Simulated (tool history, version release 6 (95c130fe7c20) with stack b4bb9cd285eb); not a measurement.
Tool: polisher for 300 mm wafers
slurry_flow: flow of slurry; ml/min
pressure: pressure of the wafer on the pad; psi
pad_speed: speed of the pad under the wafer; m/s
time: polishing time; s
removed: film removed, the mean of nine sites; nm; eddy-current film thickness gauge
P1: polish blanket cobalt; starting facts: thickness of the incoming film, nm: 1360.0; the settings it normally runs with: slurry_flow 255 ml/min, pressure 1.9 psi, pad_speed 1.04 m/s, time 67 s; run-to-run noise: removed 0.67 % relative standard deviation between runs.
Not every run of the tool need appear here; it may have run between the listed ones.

run,hour,slurry_flow,pressure,pad_speed,time,wafers polished on this pad,hours since the slurry nozzle was cleaned,hours since the head pressure was calibrated,removed
1,11.9,255,1.9,1.04,67,531,381.9,623.9,319.81
2,22.8,155,1.9,1.04,67,616,392.8,634.8,297.52
# hour 29.6: worn pad replaced by a new one
3,33.5,365,1.9,0.54,67,30,403.5,645.5,171.4
4,49.1,255,1.9,1.04,67,153,419.1,661.1,317.97
5,66,255,1.9,0.54,67,285,436,678,165.91
6,81.1,255,2.9,1.04,67,403,451.1,693.1,487.63
7,97.7,255,1.9,1.04,67,534,467.7,709.7,314.25
8,109.9,255,1.9,1.04,67,629,479.9,721.9,317.35
# hour 112.6: head pressure recalibrated
9,120,255,1.9,1.42,67,709,490,7.5,431.04
# hour 129.1: slurry nozzle cleaned
10,136.7,255,1.9,1.04,67,840,7.7,24.2,316.8
11,146.2,255,1.9,1.04,102,914,17.2,33.7,480.45
12,154,360,1.9,1.04,67,975,25,41.5,332.8
13,170.2,255,1.9,1.04,31,1102,41.2,57.7,146.15
14,187,255,1,1.04,67,1234,58,74.5,167.55
15,199.8,255,1.9,1.04,67,1335,70.8,87.3,317.77
16,209.8,255,1.9,1.04,67,1413,80.8,97.3,319.04
17,226.4,255,1.9,1.04,67,1543,97.4,113.9,312.85
18,242.7,255,1.9,1.04,67,1671,113.7,130.2,311.61
19,252.5,255,1.9,1.04,67,1748,123.5,140,310.25
20,261.7,255,1.9,1.04,67,1820,132.7,149.2,307.6

Run 21, settings as shown, results not yet in. Your forecast:
21,272.1,255,1.9,1.04,67,1902,143.1,159.6,?

Run 21 produced removed 305.14 nm.
